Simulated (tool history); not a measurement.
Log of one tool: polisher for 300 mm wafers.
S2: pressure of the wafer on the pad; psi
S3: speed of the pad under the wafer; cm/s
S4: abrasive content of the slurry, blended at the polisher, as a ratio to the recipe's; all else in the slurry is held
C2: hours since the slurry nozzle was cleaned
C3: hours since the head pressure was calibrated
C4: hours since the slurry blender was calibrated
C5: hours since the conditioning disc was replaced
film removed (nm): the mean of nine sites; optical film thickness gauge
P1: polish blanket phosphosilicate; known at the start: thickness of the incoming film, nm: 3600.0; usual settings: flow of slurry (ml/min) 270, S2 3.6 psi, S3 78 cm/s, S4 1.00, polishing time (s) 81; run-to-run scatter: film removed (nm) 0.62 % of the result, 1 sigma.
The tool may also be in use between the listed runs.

run 1 day=0.650 | flow_of_slurry_(ml/min)=270 S2=3.6 S3=78 S4=1.00 polishing_time_(s)=81 | wafers_polished_on_this_pad=510 C2=232.3 C3=879.7 C4=76.9 C5=61.8 | film_removed_(nm)=607.05
run 2 day=1.267 | flow_of_slurry_(ml/min)=270 S2=5.3 S3=78 S4=1.00 polishing_time_(s)=52 | wafers_polished_on_this_pad=589 C2=247.1 C3=894.5 C4=91.7 C5=76.6 | film_removed_(nm)=570.13
run 3 day=1.633 | flow_of_slurry_(ml/min)=160 S2=3.6 S3=78 S4=1.00 polishing_time_(s)=81 | wafers_polished_on_this_pad=636 C2=255.9 C3=903.3 C4=100.5 C5=85.4 | film_removed_(nm)=572.58
run 4 day=1.971 | flow_of_slurry_(ml/min)=270 S2=4.9 S3=78 S4=1.00 polishing_time_(s)=81 | wafers_polished_on_this_pad=679 C2=264.0 C3=911.4 C4=108.6 C5=93.5 | film_removed_(nm)=835.74
run 5 day=2.492 | flow_of_slurry_(ml/min)=270 S2=3.6 S3=78 S4=0.50 polishing_time_(s)=81 | wafers_polished_on_this_pad=745 C2=276.5 C3=923.9 C4=121.1 C5=106.0 | film_removed_(nm)=418.01
run 6 day=2.892 | flow_of_slurry_(ml/min)=270 S2=1.6 S3=78 S4=1.00 polishing_time_(s)=81 | wafers_polished_on_this_pad=796 C2=286.1 C3=933.5 C4=130.7 C5=115.6 | film_removed_(nm)=270.22
run 7 day=3.204 | flow_of_slurry_(ml/min)=270 S2=3.6 S3=78 S4=1.00 polishing_time_(s)=81 | wafers_polished_on_this_pad=836 C2=293.6 C3=941.0 C4=138.2 C5=123.1 | film_removed_(nm)=601.74
run 8 day=3.525 | flow_of_slurry_(ml/min)=425 S2=3.6 S3=78 S4=1.00 polishing_time_(s)=81 | wafers_polished_on_this_pad=877 C2=301.3 C3=948.7 C4=145.9 C5=130.8 | film_removed_(nm)=628.83
run 9 day=3.883 | flow_of_slurry_(ml/min)=270 S2=3.6 S3=78 S4=1.45 polishing_time_(s)=81 | wafers_polished_on_this_pad=923 C2=309.9 C3=957.3 C4=154.5 C5=139.4 | film_removed_(nm)=711.13
run 10 day=4.342 | flow_of_slurry_(ml/min)=270 S2=3.6 S3=78 S4=1.00 polishing_time_(s)=60 | wafers_polished_on_this_pad=981 C2=320.9 C3=968.3 C4=165.5 C5=150.4 | film_removed_(nm)=448.43
run 11 day=4.996 | flow_of_slurry_(ml/min)=270 S2=3.6 S3=78 S4=1.00 polishing_time_(s)=106 | wafers_polished_on_this_pad=1065 C2=336.6 C3=984.0 C4=181.2 C5=166.1 | film_removed_(nm)=787.38
run 12 day=5.425 | flow_of_slurry_(ml/min)=270 S2=3.6 S3=38 S4=1.00 polishing_time_(s)=81 | wafers_polished_on_this_pad=1120 C2=346.9 C3=994.3 C4=191.5 C5=176.4 | film_removed_(nm)=344.98
run 13 day=5.938 | flow_of_slurry_(ml/min)=270 S2=1.6 S3=40 S4=1.00 polishing_time_(s)=81 | wafers_polished_on_this_pad=1185 C2=359.2 C3=1006.6 C4=203.8 C5=188.7 | film_removed_(nm)=159.70
run 14 day=6.262 | flow_of_slurry_(ml/min)=270 S2=3.6 S3=106 S4=1.00 polishing_time_(s)=81 | wafers_polished_on_this_pad=1227 C2=367.0 C3=1014.4 C4=211.6 C5=196.5 | film_removed_(nm)=781.17
run 15 day=6.833 | flow_of_slurry_(ml/min)=270 S2=3.6 S3=78 S4=1.00 polishing_time_(s)=81 | wafers_polished_on_this_pad=1300 C2=380.7 C3=1028.1 C4=225.3 C5=210.2 | film_removed_(nm)=603.74
run 16 day=7.171 | flow_of_slurry_(ml/min)=270 S2=3.6 S3=78 S4=1.00 polishing_time_(s)=81 | wafers_polished_on_this_pad=1343 C2=388.8 C3=1036.2 C4=233.4 C5=218.3 | film_removed_(nm)=607.59
run 17 day=7.554 | flow_of_slurry_(ml/min)=270 S2=3.6 S3=78 S4=1.00 polishing_time_(s)=81 | wafers_polished_on_this_pad=1392 C2=398.0 C3=1045.4 C4=242.6 C5=227.5 | film_removed_(nm)=611.92
run 18 day=8.008 | flow_of_slurry_(ml/min)=270 S2=3.6 S3=78 S4=1.00 polishing_time_(s)=81 | wafers_polished_on_this_pad=1450 C2=408.9 C3=1056.3 C4=253.5 C5=238.4 | film_removed_(nm)=586.01
run 19 day=8.350 | flow_of_slurry_(ml/min)=270 S2=3.6 S3=78 S4=1.00 polishing_time_(s)=81 | wafers_polished_on_this_pad=1493 C2=417.1 C3=1064.5 C4=261.7 C5=246.6 | film_removed_(nm)=574.46

Forecast run 20:
run 20 day=8.958 | flow_of_slurry_(ml/min)=270 S2=3.6 S3=78 S4=1.00 polishing_time_(s)=81 | wafers_polished_on_this_pad=1571 C2=431.7 C3=1079.1 C4=276.3 C5=261.2 | film_removed_(nm)=?

Run 20 gave film removed (nm) 574.02.

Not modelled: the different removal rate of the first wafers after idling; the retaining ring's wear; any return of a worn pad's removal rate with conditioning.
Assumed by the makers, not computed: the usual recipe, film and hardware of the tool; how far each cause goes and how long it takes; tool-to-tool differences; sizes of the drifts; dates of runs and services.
